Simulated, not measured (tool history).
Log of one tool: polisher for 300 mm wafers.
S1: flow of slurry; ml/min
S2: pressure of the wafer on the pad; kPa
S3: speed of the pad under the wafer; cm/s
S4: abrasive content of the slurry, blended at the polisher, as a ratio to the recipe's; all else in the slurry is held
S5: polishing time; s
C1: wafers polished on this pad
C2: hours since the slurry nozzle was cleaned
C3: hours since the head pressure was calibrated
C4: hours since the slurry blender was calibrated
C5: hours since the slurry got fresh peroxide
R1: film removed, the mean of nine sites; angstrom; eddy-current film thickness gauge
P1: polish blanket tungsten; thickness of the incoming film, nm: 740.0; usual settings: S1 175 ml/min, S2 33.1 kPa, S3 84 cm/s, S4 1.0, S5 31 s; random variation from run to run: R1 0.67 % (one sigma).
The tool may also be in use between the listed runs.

run	day	S1	S2	S3	S4	S5	C1	C2	C3	C4	C5	R1
1	0.321	175	33.1	84	1.0	31	349	151.1	476.6	48.7	60.9	1709.7
2	0.700	175	33.1	84	0.6	31	418	160.2	485.7	57.8	70.0	1509.1
3	0.938	265	33.1	84	1.0	31	461	165.9	491.4	63.5	75.7	1786.5
4	1.350	175	22.8	84	1.0	31	536	175.8	501.3	73.4	85.6	1182.8
5	1.829	120	33.1	84	1.0	31	624	187.3	512.8	84.9	97.1	1602.9
6	2.208	175	52.4	84	1.0	31	693	196.4	521.9	94.0	106.2	2677.1
7	2.571	175	33.1	84	1.0	31	759	205.1	530.6	102.7	114.9	1692.6
8	2.983	175	33.1	84	1.0	42	834	215.0	540.5	112.6	124.8	2340.8
9	3.221	175	33.1	84	1.4	31	877	220.7	546.2	118.3	130.5	1835.4
10	3.483	175	33.1	132	1.0	31	925	227.0	552.5	124.6	136.8	2678.3
11	3.812	175	33.1	84	1.0	31	985	234.9	560.4	132.5	144.7	1705.4
12	4.208	175	33.1	84	1.0	20	1057	244.4	569.9	142.0	154.2	1098.9
13	4.662	175	33.1	50	1.0	31	1140	255.3	580.8	152.9	165.1	1016.2
14	4.996	105	22.8	84	1.0	31	1200	263.3	588.8	160.9	173.1	1067.9
15	5.375	175	33.1	84	1.0	31	1269	272.4	597.9	170.0	182.2	1721.0
16	5.750	175	33.1	84	1.0	31	1338	281.4	606.9	179.0	191.2	1709.7
17	6.171	175	33.1	84	1.0	31	1414	291.5	617.0	189.1	201.3	1682.3
18	6.562	175	33.1	84	1.0	31	1486	300.9	626.4	198.5	210.7	1644.9
19	6.896	175	33.1	84	1.0	31	1546	308.9	634.4	206.5	218.7	1614.3
# day 7.021: worn pad replaced by a new one
20	7.246	175	33.1	84	1.0	31	41	317.3	642.8	214.9	227.1	1605.3
21	7.575	175	33.1	84	1.0	31	101	325.2	650.7	222.8	235.0	1583.9
# day 7.733: head pressure recalibrated
# day 7.871: slurry tank refilled with fresh slurry and peroxide
22	7.967	175	33.1	84	1.0	31	172	334.6	5.7	232.2	2.3	1591.1
23	8.350	175	33.1	84	1.0	31	242	343.8	14.9	241.4	11.5	1570.2
24	8.675	175	33.1	84	1.0	31	301	351.6	22.7	249.2	19.3	1589.4
25	9.000	175	33.1	84	1.0	31	361	359.4	30.5	257.0	27.1	1587.7

What P1 gives has crept away from where it was. These 2 causes fit the log equally well, each at the size given:
A: abrasive missing from the slurry, % = 27.2
B: slurry flow missing at the pad, % = 33.4
The creep began at about day 5.750.
Why every other cause is out:
removal rate lost through wear of the pad, %: serviced at day 7.021, which brought nothing back
head's pressure below its setpoint, %: serviced at day 7.733, which brought nothing back
peroxide lost from the slurry, %: serviced at day 7.871, which brought nothing back

4 check runs are offered, each on 5 wafers whose results are averaged, their results left as question marks. Which one tells the causes apart?
check 1	9.325	175	33.1	64	0.60	31						?
check 2	9.325	175	33.1	132	1.00	22						?
check 3	9.325	175	51.7	84	1.00	22						?
check 4	9.325	250	33.1	84	1.35	31						?

What each check would give under each cause:
check	result	if A	if B
check 1	R1	1076.9	1072.7
check 2	R1	1766.3	1766.4
check 3	R1	1756.3	1756.4
check 4	R1	1777.2	1818.7
How far apart the two closest causes lie, in the result that separates them most: check 1 0.39 %; check 2 0.01 %; check 3 0.01 %; check 4 2.31 %
Check 4 tells the causes apart: in the others they would give nearly the same result.

Then check 4 was run and gave: R1 1812.8 angstrom. Which cause is it?

It is B: slurry flow missing at the pad, %.
